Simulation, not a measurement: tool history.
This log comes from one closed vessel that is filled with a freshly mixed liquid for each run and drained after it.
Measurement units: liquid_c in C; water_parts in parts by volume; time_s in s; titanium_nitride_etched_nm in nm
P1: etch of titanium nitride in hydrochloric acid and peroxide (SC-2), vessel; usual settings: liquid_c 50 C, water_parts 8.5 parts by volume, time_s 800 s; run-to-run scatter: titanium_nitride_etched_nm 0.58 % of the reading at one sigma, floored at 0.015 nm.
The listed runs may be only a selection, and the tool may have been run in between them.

Run 1, day 0.554: liquid_c 50 C, water_parts 8.5 parts by volume, time_s 800 s. Result: titanium_nitride_etched_nm 40.466 nm.
Run 2, day 0.95: liquid_c 57.5 C, water_parts 13.5 parts by volume, time_s 800 s. Result: titanium_nitride_etched_nm 44.397 nm.
Run 3, day 1.271: liquid_c 50 C, water_parts 8.5 parts by volume, time_s 800 s. Result: titanium_nitride_etched_nm 40.089 nm.
Run 4, day 1.733: liquid_c 50 C, water_parts 8.5 parts by volume, time_s 50 s. Result: titanium_nitride_etched_nm 2.5391 nm.
Run 5, day 2.05: liquid_c 36 C, water_parts 8.5 parts by volume, time_s 800 s. Result: titanium_nitride_etched_nm 15.093 nm.
Run 6, day 2.538: liquid_c 59 C, water_parts 8.5 parts by volume, time_s 800 s. Result: titanium_nitride_etched_nm 71.908 nm.
Run 7, day 2.867: liquid_c 50 C, water_parts 11.5 parts by volume, time_s 90 s. Result: titanium_nitride_etched_nm 3.5332 nm.
Run 8, day 3.188: liquid_c 50 C, water_parts 11.5 parts by volume, time_s 1255 s. Result: titanium_nitride_etched_nm 48.731 nm.
At day 3.546: thermometer replaced.
Run 9, day 3.579: liquid_c 50 C, water_parts 8.5 parts by volume, time_s 800 s. Result: titanium_nitride_etched_nm 40.333 nm.
Run 10, day 3.996: liquid_c 50 C, water_parts 8.5 parts by volume, time_s 800 s. Result: titanium_nitride_etched_nm 40.33 nm.
Run 11, day 4.354: liquid_c 50 C, water_parts 15 parts by volume, time_s 800 s. Result: titanium_nitride_etched_nm 24.8 nm.
Run 12, day 4.904: liquid_c 50 C, water_parts 8.5 parts by volume, time_s 800 s. Result: titanium_nitride_etched_nm 40.186 nm.
Run 13, day 5.554: liquid_c 50 C, water_parts 8.5 parts by volume, time_s 1155 s. Result: titanium_nitride_etched_nm 58.089 nm.
Run 14, day 6.175: liquid_c 50 C, water_parts 8.5 parts by volume, time_s 800 s. Result: titanium_nitride_etched_nm 40.386 nm.
Run 15, day 6.654: liquid_c 50 C, water_parts 4 parts by volume, time_s 800 s. Result: titanium_nitride_etched_nm 70.491 nm.
Run 16, day 7.054: liquid_c 50 C, water_parts 8.5 parts by volume, time_s 800 s. Result: titanium_nitride_etched_nm 39.619 nm.

What does the tool deliver on the next run?
Run 17, day 7.688: liquid_c 50 C, water_parts 8.5 parts by volume, time_s 800 s. Result: titanium_nitride_etched_nm ?.

{"run 17": {"titanium_nitride_etched_nm": 38.116}}
